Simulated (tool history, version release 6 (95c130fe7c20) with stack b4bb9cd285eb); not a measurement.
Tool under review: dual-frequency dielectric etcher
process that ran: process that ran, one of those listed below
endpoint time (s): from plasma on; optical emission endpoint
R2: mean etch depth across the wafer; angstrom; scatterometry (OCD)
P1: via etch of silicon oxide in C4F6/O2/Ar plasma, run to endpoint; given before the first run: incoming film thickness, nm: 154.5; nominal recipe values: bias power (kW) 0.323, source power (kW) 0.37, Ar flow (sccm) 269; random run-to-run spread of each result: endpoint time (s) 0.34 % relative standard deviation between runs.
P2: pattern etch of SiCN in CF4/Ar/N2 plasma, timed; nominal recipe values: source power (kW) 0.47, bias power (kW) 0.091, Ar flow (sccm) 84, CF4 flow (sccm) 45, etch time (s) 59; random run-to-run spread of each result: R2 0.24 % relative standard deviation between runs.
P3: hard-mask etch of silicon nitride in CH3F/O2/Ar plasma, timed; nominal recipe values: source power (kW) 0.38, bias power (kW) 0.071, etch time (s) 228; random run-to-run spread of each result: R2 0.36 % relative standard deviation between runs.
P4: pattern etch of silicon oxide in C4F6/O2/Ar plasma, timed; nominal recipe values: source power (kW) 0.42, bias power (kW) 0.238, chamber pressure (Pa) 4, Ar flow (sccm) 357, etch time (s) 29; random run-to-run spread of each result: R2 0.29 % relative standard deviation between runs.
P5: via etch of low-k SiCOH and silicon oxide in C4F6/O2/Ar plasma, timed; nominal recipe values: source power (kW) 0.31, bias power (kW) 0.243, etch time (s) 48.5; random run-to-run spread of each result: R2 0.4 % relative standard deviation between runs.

Run 1, hour 3.7: process that ran P1, bias power (kW) 0.323, source power (kW) 0.37, Ar flow (sccm) 269. Result: endpoint time (s) 39.683.
Run 2, hour 8.9: process that ran P5, bias power (kW) 0.293, source power (kW) 0.31, etch time (s) 48.5. Result: R2 1222.6 angstrom.
Run 3, hour 13.1: process that ran P4, bias power (kW) 0.238, source power (kW) 0.53, Ar flow (sccm) 357, etch time (s) 29, chamber pressure (Pa) 4. Result: R2 1062.4 angstrom.
Run 4, hour 15.7: process that ran P1, bias power (kW) 0.323, source power (kW) 0.26, Ar flow (sccm) 269. Result: endpoint time (s) 45.706.
Run 5, hour 18.7: process that ran P1, bias power (kW) 0.323, source power (kW) 0.37, Ar flow (sccm) 269. Result: endpoint time (s) 39.944.
Run 6, hour 23.4: process that ran P2, bias power (kW) 0.091, source power (kW) 0.47, Ar flow (sccm) 84, etch time (s) 37, CF4 flow (sccm) 45. Result: R2 349.25 angstrom.
Run 7, hour 26.3: process that ran P5, bias power (kW) 0.243, source power (kW) 0.31, etch time (s) 48.5. Result: R2 1146.5 angstrom.
Run 8, hour 29.3: process that ran P2, bias power (kW) 0.091, source power (kW) 0.47, Ar flow (sccm) 84, etch time (s) 59, CF4 flow (sccm) 45. Result: R2 556.27 angstrom.
Run 9, hour 32.4: process that ran P2, bias power (kW) 0.091, source power (kW) 0.47, Ar flow (sccm) 84, etch time (s) 59, CF4 flow (sccm) 27. Result: R2 515.4 angstrom.
Run 10, hour 36.2: process that ran P3, bias power (kW) 0.071, source power (kW) 0.38, etch time (s) 228. Result: R2 1507 angstrom.
Run 11, hour 39: process that ran P4, bias power (kW) 0.238, source power (kW) 0.42, Ar flow (sccm) 357, etch time (s) 37.5, chamber pressure (Pa) 4. Result: R2 1257.9 angstrom.
Run 12, hour 44.6: process that ran P1, bias power (kW) 0.323, source power (kW) 0.37, Ar flow (sccm) 202. Result: endpoint time (s) 38.493.
Run 13, hour 48.8: process that ran P4, bias power (kW) 0.238, source power (kW) 0.42, Ar flow (sccm) 439, etch time (s) 29, chamber pressure (Pa) 4. Result: R2 951.7 angstrom.
Run 14, hour 51.8: process that ran P4, bias power (kW) 0.19, source power (kW) 0.42, Ar flow (sccm) 357, etch time (s) 29, chamber pressure (Pa) 4. Result: R2 906.07 angstrom.
Run 15, hour 54.4: process that ran P1, bias power (kW) 0.254, source power (kW) 0.51, Ar flow (sccm) 269. Result: endpoint time (s) 38.099.
Run 16, hour 58.6: process that ran P1, bias power (kW) 0.323, source power (kW) 0.37, Ar flow (sccm) 269. Result: endpoint time (s) 39.753.
Run 17, hour 63.7: process that ran P2, bias power (kW) 0.091, source power (kW) 0.47, Ar flow (sccm) 49, etch time (s) 59, CF4 flow (sccm) 45. Result: R2 597.61 angstrom.
Run 18, hour 67.3: process that ran P1, bias power (kW) 0.323, source power (kW) 0.37, Ar flow (sccm) 365. Result: endpoint time (s) 41.228.
Run 19, hour 71.1: process that ran P1, bias power (kW) 0.242, source power (kW) 0.37, Ar flow (sccm) 269. Result: endpoint time (s) 43.964.
Run 20, hour 74.7: process that ran P4, bias power (kW) 0.238, source power (kW) 0.42, Ar flow (sccm) 357, etch time (s) 29, chamber pressure (Pa) 4.9. Result: R2 952.26 angstrom.
Run 21, hour 80.5: process that ran P3, bias power (kW) 0.053, source power (kW) 0.38, etch time (s) 228. Result: R2 1378.2 angstrom.
Run 22, hour 84.7: process that ran P1, bias power (kW) 0.323, source power (kW) 0.37, Ar flow (sccm) 269. Result: endpoint time (s) 39.816.
Run 23, hour 90.3: process that ran P1, bias power (kW) 0.458, source power (kW) 0.37, Ar flow (sccm) 269. Result: endpoint time (s) 35.328.
Run 24, hour 96.1: process that ran P3, bias power (kW) 0.071, source power (kW) 0.28, etch time (s) 228. Result: R2 1338.8 angstrom.
Run 25, hour 99.6: process that ran P5, bias power (kW) 0.243, source power (kW) 0.21, etch time (s) 48.5. Result: R2 975.04 angstrom.
Run 26, hour 102.7: process that ran P2, bias power (kW) 0.091, source power (kW) 0.66, Ar flow (sccm) 84, etch time (s) 59, CF4 flow (sccm) 45. Result: R2 742.65 angstrom.
Run 27, hour 106.4: process that ran P4, bias power (kW) 0.238, source power (kW) 0.42, Ar flow (sccm) 357, etch time (s) 29, chamber pressure (Pa) 4. Result: R2 973.95 angstrom.
Run 28, hour 110.3: process that ran P3, bias power (kW) 0.071, source power (kW) 0.38, etch time (s) 129. Result: R2 856.41 angstrom.

What will run 29 give?
Run 29, hour 113.4: process that ran P2, bias power (kW) 0.113, source power (kW) 0.47, Ar flow (sccm) 84, etch time (s) 59, CF4 flow (sccm) 45. Result: R2 ?.

{"run 29": {"R2": 604.97}}
